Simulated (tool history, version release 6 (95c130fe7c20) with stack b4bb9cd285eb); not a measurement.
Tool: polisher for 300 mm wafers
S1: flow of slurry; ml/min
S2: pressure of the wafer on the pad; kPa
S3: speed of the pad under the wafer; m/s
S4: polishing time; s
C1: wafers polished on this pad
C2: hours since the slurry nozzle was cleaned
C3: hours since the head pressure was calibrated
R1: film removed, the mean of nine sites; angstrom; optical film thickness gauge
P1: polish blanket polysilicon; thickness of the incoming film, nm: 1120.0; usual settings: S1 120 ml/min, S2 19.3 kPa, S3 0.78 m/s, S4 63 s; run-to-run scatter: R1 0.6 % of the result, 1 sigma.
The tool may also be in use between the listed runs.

run,day,S1,S2,S3,S4,C1,C2,C3,R1
1,0.708,120,19.3,0.78,63,1043,128.7,247.7,3490.4
2,1.050,120,19.3,0.78,63,1127,136.9,255.9,3507.3
3,1.617,120,19.3,0.36,63,1267,150.5,269.5,1625.7
4,2.142,120,19.3,0.78,63,1396,163.1,282.1,3544.0
5,2.717,120,19.3,0.78,63,1538,176.9,295.9,3515.7
# day 2.942: worn pad replaced by a new one
6,3.058,120,19.3,0.78,63,28,185.1,304.1,3502.2
7,3.608,120,13.8,0.78,63,164,198.3,317.3,2494.3
8,4.067,70,19.3,0.78,63,277,209.3,328.3,3024.9
9,4.721,120,28.3,0.78,63,438,225.0,344.0,5126.2
10,5.154,155,19.3,0.78,36,545,235.4,354.4,2082.0
11,5.625,120,19.3,1.08,63,661,246.7,365.7,4815.8
12,6.338,120,19.3,0.78,29,836,263.8,382.8,1594.5
13,6.721,120,19.3,0.78,88,931,273.0,392.0,4930.4
14,7.342,120,12.4,0.58,63,1084,287.9,406.9,1676.7
15,8.025,185,19.3,0.78,63,1252,304.3,423.3,3799.1
16,8.350,120,19.3,0.78,63,1332,312.1,431.1,3499.2
17,8.667,120,19.3,0.78,63,1410,319.7,438.7,3441.4
18,9.096,120,19.3,0.78,63,1516,330.0,449.0,3380.7
19,9.500,120,19.3,0.78,63,1615,339.7,458.7,3307.8
20,9.950,120,19.3,0.78,63,1726,350.5,469.5,3284.2
# day 10.200: worn pad replaced by a new one
21,10.583,120,19.3,0.78,63,95,365.7,484.7,3233.4
22,11.304,120,19.3,0.78,63,273,383.0,502.0,3227.0
23,11.779,120,19.3,0.78,63,390,394.4,513.4,3201.7
24,12.142,120,19.3,0.78,63,479,403.1,522.1,3265.9

What P1 gives has crept away from where it was. These 2 causes fit the log equally well, each at the size given:
A: head's pressure below its setpoint, % = 8.1
B: slurry flow missing at the pad, % = 28.9
The creep began at about day 8.350.
Why every other cause is out:
removal rate lost through wear of the pad, %: serviced at day 10.200, which brought nothing back

4 check runs are offered, each on 3 wafers whose results are averaged, their results left as question marks. Which one tells the causes apart?
check 1,12.504,120,28.3,0.78,63,,,,?
check 2,12.504,120,25.5,0.78,63,,,,?
check 3,12.504,180,19.3,0.78,63,,,,?
check 4,12.504,120,19.3,0.36,63,,,,?

What each check would give under each cause:
check,result,if A,if B
check 1,R1,4715.8,4715.7
check 2,R1,4255.7,4255.7
check 3,R1,3460.2,3551.1
check 4,R1,1486.4,1486.4
How far apart the two closest causes lie, in the result that separates them most: check 1 0 %; check 2 0 %; check 3 2.59 %; check 4 0 %
Only check 3 tells the causes apart: in the others they would give nearly the same result.

Check 3 was then run and gave: R1 3566.8 angstrom. Which cause is it?

It is B: slurry flow missing at the pad, %.
